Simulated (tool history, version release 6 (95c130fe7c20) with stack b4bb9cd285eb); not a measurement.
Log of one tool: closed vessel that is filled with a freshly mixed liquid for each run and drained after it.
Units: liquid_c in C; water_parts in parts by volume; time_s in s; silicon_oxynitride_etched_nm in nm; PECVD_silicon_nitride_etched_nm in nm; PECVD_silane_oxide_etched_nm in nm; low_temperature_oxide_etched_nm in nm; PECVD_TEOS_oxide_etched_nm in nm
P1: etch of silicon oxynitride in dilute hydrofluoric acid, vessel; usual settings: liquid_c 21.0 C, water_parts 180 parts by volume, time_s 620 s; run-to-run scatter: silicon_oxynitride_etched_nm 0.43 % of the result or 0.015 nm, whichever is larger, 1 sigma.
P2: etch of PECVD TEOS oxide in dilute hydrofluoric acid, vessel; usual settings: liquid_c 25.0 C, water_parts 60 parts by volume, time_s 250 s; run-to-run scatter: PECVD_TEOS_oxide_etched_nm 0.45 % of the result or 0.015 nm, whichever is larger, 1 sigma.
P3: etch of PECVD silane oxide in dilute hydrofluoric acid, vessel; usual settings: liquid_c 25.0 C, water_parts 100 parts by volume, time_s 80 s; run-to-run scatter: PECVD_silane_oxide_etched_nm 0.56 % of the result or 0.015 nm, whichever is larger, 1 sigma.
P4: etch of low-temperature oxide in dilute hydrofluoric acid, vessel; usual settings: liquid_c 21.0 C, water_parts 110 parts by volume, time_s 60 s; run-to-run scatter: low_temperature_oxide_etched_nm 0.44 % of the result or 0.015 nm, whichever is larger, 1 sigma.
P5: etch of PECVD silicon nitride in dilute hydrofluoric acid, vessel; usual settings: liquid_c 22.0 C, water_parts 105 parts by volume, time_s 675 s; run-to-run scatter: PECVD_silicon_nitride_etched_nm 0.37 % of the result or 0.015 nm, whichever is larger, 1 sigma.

| run | hour | process | liquid_c | water_parts | time_s | hours since the thermometer was replaced | hours since the hydrofluoric acid flow meter was replaced | silicon_oxynitride_etched_nm | PECVD_silicon_nitride_etched_nm | PECVD_silane_oxide_etched_nm | low_temperature_oxide_etched_nm | PECVD_TEOS_oxide_etched_nm |
|---|---|---|---|---|---|---|---|---|---|---|---|---|
| 1 | 9.2 | P1 | 21.0 | 180 | 620 | 347.7 | 571.5 | 7.6505 |  |  |  |  |
| 2 | 19.7 | P5 | 22.0 | 50 | 675 | 358.2 | 582.0 |  | 21.011 |  |  |  |
| 3 | 28.9 | P1 | 21.0 | 180 | 1025 | 367.4 | 591.2 | 12.6940 |  |  |  |  |
| 4 | 39.7 | P3 | 19.5 | 100 | 80 | 378.2 | 602.0 |  |  | 24.388 |  |  |
| 5 | 52.3 | P4 | 21.0 | 110 | 60 | 390.8 | 614.6 |  |  |  | 10.3010 |  |
| 6 | 61.6 | P1 | 25.0 | 180 | 620 | 400.1 | 623.9 | 9.1920 |  |  |  |  |
| 7 | 72.9 | P1 | 21.0 | 180 | 620 | 411.4 | 635.2 | 7.5995 |  |  |  |  |
| 8 | 82.0 | P1 | 21.0 | 180 | 620 | 420.5 | 644.3 | 7.6324 |  |  |  |  |
| 9 | 88.6 | P1 | 21.0 | 320 | 620 | 427.1 | 650.9 | 3.9073 |  |  |  |  |
| 10 | 100.8 | P1 | 21.0 | 180 | 620 | 439.3 | 663.1 | 7.5881 |  |  |  |  |
| 11 | 113.9 | P3 | 25.0 | 155 | 80 | 452.4 | 676.2 |  |  | 18.467 |  |  |
| 12 | 126.1 | P4 | 26.5 | 110 | 60 | 464.6 | 688.4 |  |  |  | 12.7660 |  |
| 13 | 140.6 | P4 | 21.0 | 110 | 30 | 479.1 | 702.9 |  |  |  | 5.1799 |  |
|  | 142.9 | hydrofluoric acid flow meter replaced |
| 14 | 153.1 | P1 | 17.0 | 180 | 620 | 491.6 | 10.3 | 6.3158 |  |  |  |  |
| 15 | 160.2 | P1 | 21.0 | 180 | 620 | 498.7 | 17.4 | 7.6492 |  |  |  |  |
| 16 | 171.5 | P2 | 20.5 | 60 | 250 | 510.0 | 28.7 |  |  |  |  | 34.9840 |
| 17 | 185.2 | P1 | 21.0 | 65 | 620 | 523.7 | 42.4 | 23.0660 |  |  |  |  |
| 18 | 191.9 | P5 | 18.0 | 105 | 675 | 530.4 | 49.1 |  | 7.727 |  |  |  |
| 19 | 205.9 | P1 | 21.0 | 105 | 185 | 544.4 | 63.1 | 4.1489 |  |  |  |  |
| 20 | 213.7 | P3 | 25.0 | 100 | 40 | 552.2 | 70.9 |  |  | 15.389 |  |  |
| 21 | 226.8 | P2 | 25.0 | 60 | 250 | 565.3 | 84.0 |  |  |  |  | 42.9410 |
| 22 | 233.7 | P5 | 22.0 | 105 | 675 | 572.2 | 90.9 |  | 10.163 |  |  |  |
| 23 | 241.2 | P3 | 25.0 | 100 | 80 | 579.7 | 98.4 |  |  | 30.680 |  |  |
| 24 | 251.0 | P4 | 21.0 | 60 | 60 | 589.5 | 108.2 |  |  |  | 20.0990 |  |
| 25 | 262.2 | P3 | 25.0 | 100 | 80 | 600.7 | 119.4 |  |  | 30.264 |  |  |
|  | 266.0 | thermometer replaced |
| 26 | 272.3 | P2 | 25.0 | 60 | 30 | 6.4 | 129.5 |  |  |  |  | 5.0978 |
| 27 | 281.6 | P5 | 22.0 | 105 | 1295 | 15.7 | 138.8 |  | 19.564 |  |  |  |
| 28 | 294.4 | P1 | 21.0 | 180 | 145 | 28.5 | 151.6 | 1.7960 |  |  |  |  |
| 29 | 305.9 | P2 | 25.0 | 60 | 250 | 40.0 | 163.1 |  |  |  |  | 42.5640 |
| 30 | 319.9 | P2 | 25.0 | 30 | 250 | 54.0 | 177.1 |  |  |  |  | 89.2470 |
| 31 | 326.5 | P1 | 21.0 | 180 | 620 | 60.6 | 183.7 | 7.7118 |  |  |  |  |
| 32 | 340.4 | P1 | 21.0 | 180 | 620 | 74.5 | 197.6 | 7.9376 |  |  |  |  |
| 33 | 347.5 | P1 | 21.0 | 180 | 620 | 81.6 | 204.7 | 8.0076 |  |  |  |  |
| 34 | 354.9 | P1 | 21.0 | 180 | 620 | 89.0 | 212.1 | 8.1074 |  |  |  |  |
| 35 | 362.0 | P1 | 21.0 | 180 | 620 | 96.1 | 219.2 | 8.0441 |  |  |  |  |
| 36 | 374.3 | P1 | 21.0 | 180 | 620 | 108.4 | 231.5 | 8.1897 |  |  |  |  |
| 37 | 387.7 | P1 | 21.0 | 180 | 620 | 121.8 | 244.9 | 8.2620 |  |  |  |  |
| 38 | 401.3 | P1 | 21.0 | 180 | 620 | 135.4 | 258.5 | 8.1082 |  |  |  |  |
| 39 | 408.0 | P1 | 21.0 | 180 | 620 | 142.1 | 265.2 | 8.1379 |  |  |  |  |

What P1 gives has crept away from where it was. These 2 causes fit the log equally well, each at the size given:
A: liquid hotter than its thermometer reads (K) = 1.52
B: hydrofluoric acid flow above the setpoint (%) = 6.44
The creep began at about hour 326.5.

4 check runs are offered, one wafer each, their results left as question marks. Which one tells the causes apart?
| check 1 | 414.7 | P5 | 22.0 | 105 | 675 |  |  |  | ? |  |  |  |
| check 2 | 414.7 | P3 | 25.0 | 100 | 80 |  |  |  |  | ? |  |  |
| check 3 | 414.7 | P4 | 21.0 | 110 | 60 |  |  |  |  |  | ? |  |
| check 4 | 414.7 | P2 | 25.0 | 60 | 250 |  |  |  |  |  |  | ? |

What each check would give under each cause:
| check | result | if A | if B |
|---|---|---|---|
| check 1 | PECVD_silicon_nitride_etched_nm | 11.279 | 10.840 |
| check 2 | PECVD_silane_oxide_etched_nm | 32.274 | 32.624 |
| check 3 | low_temperature_oxide_etched_nm | 10.9400 | 11.0390 |
| check 4 | PECVD_TEOS_oxide_etched_nm | 45.3110 | 45.5880 |
How far apart the two closest causes lie, in the result that separates them most: check 1 3.97 %; check 2 1.08 %; check 3 0.9 %; check 4 0.61 %
Only check 1 tells the causes apart: in the others they would give nearly the same result.

Check 1 was then run and gave: PECVD_silicon_nitride_etched_nm 11.282 nm. Which cause is it?

It is A: liquid hotter than its thermometer reads (K).

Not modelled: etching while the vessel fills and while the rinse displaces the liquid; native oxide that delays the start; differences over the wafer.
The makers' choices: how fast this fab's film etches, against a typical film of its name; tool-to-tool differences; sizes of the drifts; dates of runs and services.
